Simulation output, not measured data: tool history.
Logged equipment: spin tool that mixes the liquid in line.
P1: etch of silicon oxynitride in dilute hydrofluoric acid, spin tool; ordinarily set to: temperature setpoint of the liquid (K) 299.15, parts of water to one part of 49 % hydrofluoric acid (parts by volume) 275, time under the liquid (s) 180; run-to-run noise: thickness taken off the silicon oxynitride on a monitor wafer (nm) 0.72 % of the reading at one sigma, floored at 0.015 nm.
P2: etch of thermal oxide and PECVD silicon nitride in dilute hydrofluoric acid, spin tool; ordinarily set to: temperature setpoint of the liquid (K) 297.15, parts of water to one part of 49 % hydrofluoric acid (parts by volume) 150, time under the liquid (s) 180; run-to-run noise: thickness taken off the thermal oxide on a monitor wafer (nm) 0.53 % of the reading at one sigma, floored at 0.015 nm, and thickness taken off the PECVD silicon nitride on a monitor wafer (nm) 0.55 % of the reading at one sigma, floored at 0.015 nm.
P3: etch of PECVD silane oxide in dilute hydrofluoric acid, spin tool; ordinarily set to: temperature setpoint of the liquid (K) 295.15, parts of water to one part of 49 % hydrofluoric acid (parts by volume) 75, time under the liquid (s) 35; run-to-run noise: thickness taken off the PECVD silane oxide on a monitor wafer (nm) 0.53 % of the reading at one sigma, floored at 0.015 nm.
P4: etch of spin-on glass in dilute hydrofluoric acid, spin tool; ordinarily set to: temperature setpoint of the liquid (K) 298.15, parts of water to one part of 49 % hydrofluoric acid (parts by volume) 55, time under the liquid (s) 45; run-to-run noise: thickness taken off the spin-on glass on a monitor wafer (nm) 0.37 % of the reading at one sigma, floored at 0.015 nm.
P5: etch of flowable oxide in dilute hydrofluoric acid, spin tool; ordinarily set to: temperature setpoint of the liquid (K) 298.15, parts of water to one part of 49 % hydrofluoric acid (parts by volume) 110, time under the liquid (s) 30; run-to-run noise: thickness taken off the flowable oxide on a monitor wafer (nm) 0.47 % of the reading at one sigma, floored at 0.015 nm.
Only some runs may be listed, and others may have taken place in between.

| run | day | process that ran | temperature setpoint of the liquid (K) | parts of water to one part of 49 % hydrofluoric acid (parts by volume) | time under the liquid (s) | hours since the thermometer was replaced | hours since the hydrofluoric acid flow meter was replaced | thickness taken off the silicon oxynitride on a monitor wafer (nm) | thickness taken off the spin-on glass on a monitor wafer (nm) | thickness taken off the flowable oxide on a monitor wafer (nm) | thickness taken off the PECVD silane oxide on a monitor wafer (nm) | thickness taken off the thermal oxide on a monitor wafer (nm) | thickness taken off the PECVD silicon nitride on a monitor wafer (nm) |
|---|---|---|---|---|---|---|---|---|---|---|---|---|---|
| 1 | 0.292 | P1 | 299.15 | 275 | 180 | 1384.3 | 628.6 | 2.95010 |  |  |  |  |  |
| 2 | 0.688 | P4 | 298.15 | 55 | 45 | 1393.8 | 638.1 |  | 29.744 |  |  |  |  |
| 3 | 1.175 | P5 | 298.15 | 35 | 30 | 1405.5 | 649.8 |  |  | 42.4790 |  |  |  |
| 4 | 1.712 | P3 | 295.15 | 75 | 55 | 1418.4 | 662.7 |  |  |  | 34.216 |  |  |
| 5 | 2.246 | P1 | 299.15 | 275 | 60 | 1431.2 | 675.5 | 0.97439 |  |  |  |  |  |
| 6 | 2.733 | P1 | 299.15 | 275 | 285 | 1442.9 | 687.2 | 4.66200 |  |  |  |  |  |
| 7 | 3.262 | P1 | 299.15 | 275 | 180 | 1455.6 | 699.9 | 2.95040 |  |  |  |  |  |
| 8 | 3.700 | P1 | 299.15 | 380 | 180 | 1466.1 | 710.4 | 1.94470 |  |  |  |  |  |
| 9 | 4.096 | P1 | 304.65 | 275 | 265 | 1475.6 | 719.9 | 5.51830 |  |  |  |  |  |
| 10 | 4.604 | P4 | 303.65 | 55 | 45 | 1487.8 | 732.1 |  | 36.889 |  |  |  |  |
| 11 | 4.988 | P2 | 297.15 | 150 | 275 | 1497.0 | 741.3 |  |  |  |  | 8.0668 | 10.2990 |
| 12 | 5.433 | P5 | 298.15 | 110 | 15 | 1507.7 | 752.0 |  |  | 6.0803 |  |  |  |
| 13 | 5.967 | P1 | 299.15 | 275 | 180 | 1520.5 | 764.8 | 2.97480 |  |  |  |  |  |
|  | 6.254 | thermometer replaced |
| 14 | 6.312 | P3 | 295.15 | 75 | 35 | 1.4 | 773.1 |  |  |  | 21.850 |  |  |
| 15 | 6.596 | P1 | 299.15 | 275 | 180 | 8.2 | 779.9 | 3.00480 |  |  |  |  |  |
| 16 | 6.921 | P1 | 294.65 | 275 | 180 | 16.0 | 787.7 | 2.41190 |  |  |  |  |  |
| 17 | 7.367 | P1 | 299.15 | 275 | 180 | 26.7 | 798.4 | 2.92110 |  |  |  |  |  |
| 18 | 7.729 | P2 | 297.15 | 150 | 180 | 35.4 | 807.1 |  |  |  |  | 5.3315 | 6.8407 |
| 19 | 8.138 | P1 | 299.15 | 275 | 180 | 45.2 | 816.9 | 2.96940 |  |  |  |  |  |
| 20 | 8.592 | P1 | 299.15 | 110 | 180 | 56.1 | 827.8 | 8.47450 |  |  |  |  |  |
| 21 | 9.046 | P2 | 291.15 | 150 | 180 | 67.0 | 838.7 |  |  |  |  | 4.1984 | 4.4938 |
| 22 | 9.571 | P5 | 298.15 | 110 | 30 | 79.6 | 851.3 |  |  | 12.2010 |  |  |  |
|  | 9.912 | hydrofluoric acid flow meter replaced |
| 23 | 10.046 | P3 | 303.15 | 75 | 35 | 91.0 | 3.3 |  |  |  | 29.466 |  |  |
| 24 | 10.296 | P1 | 307.15 | 275 | 180 | 97.0 | 9.3 | 4.03330 |  |  |  |  |  |
| 25 | 10.796 | P3 | 295.15 | 115 | 35 | 109.0 | 21.3 |  |  |  | 13.527 |  |  |
| 26 | 11.325 | P2 | 297.15 | 260 | 180 | 121.7 | 34.0 |  |  |  |  | 2.7176 | 3.9302 |
| 27 | 11.675 | P5 | 304.15 | 110 | 30 | 130.1 | 42.4 |  |  | 15.3480 |  |  |  |
| 28 | 12.208 | P4 | 298.15 | 20 | 45 | 142.9 | 55.2 |  | 85.275 |  |  |  |  |
| 29 | 12.617 | P1 | 293.15 | 275 | 300 | 152.7 | 65.0 | 3.78760 |  |  |  |  |  |
| 30 | 13.088 | P2 | 297.15 | 150 | 180 | 164.0 | 76.3 |  |  |  |  | 5.2906 | 6.7893 |
| 31 | 13.367 | P4 | 298.15 | 55 | 85 | 170.7 | 83.0 |  | 56.091 |  |  |  |  |
| 32 | 13.875 | P1 | 299.15 | 275 | 180 | 182.9 | 95.2 | 2.96500 |  |  |  |  |  |
| 33 | 14.258 | P1 | 299.15 | 275 | 180 | 192.1 | 104.4 | 3.01060 |  |  |  |  |  |
| 34 | 14.746 | P1 | 299.15 | 275 | 180 | 203.8 | 116.1 | 3.07390 |  |  |  |  |  |

Expected results for the next run?
| 35 | 15.138 | P1 | 299.15 | 275 | 180 | 213.2 | 125.5 | ? |  |  |  |  |  |

{"run 35": {"thickness taken off the silicon oxynitride on a monitor wafer (nm)": 3.0613}}
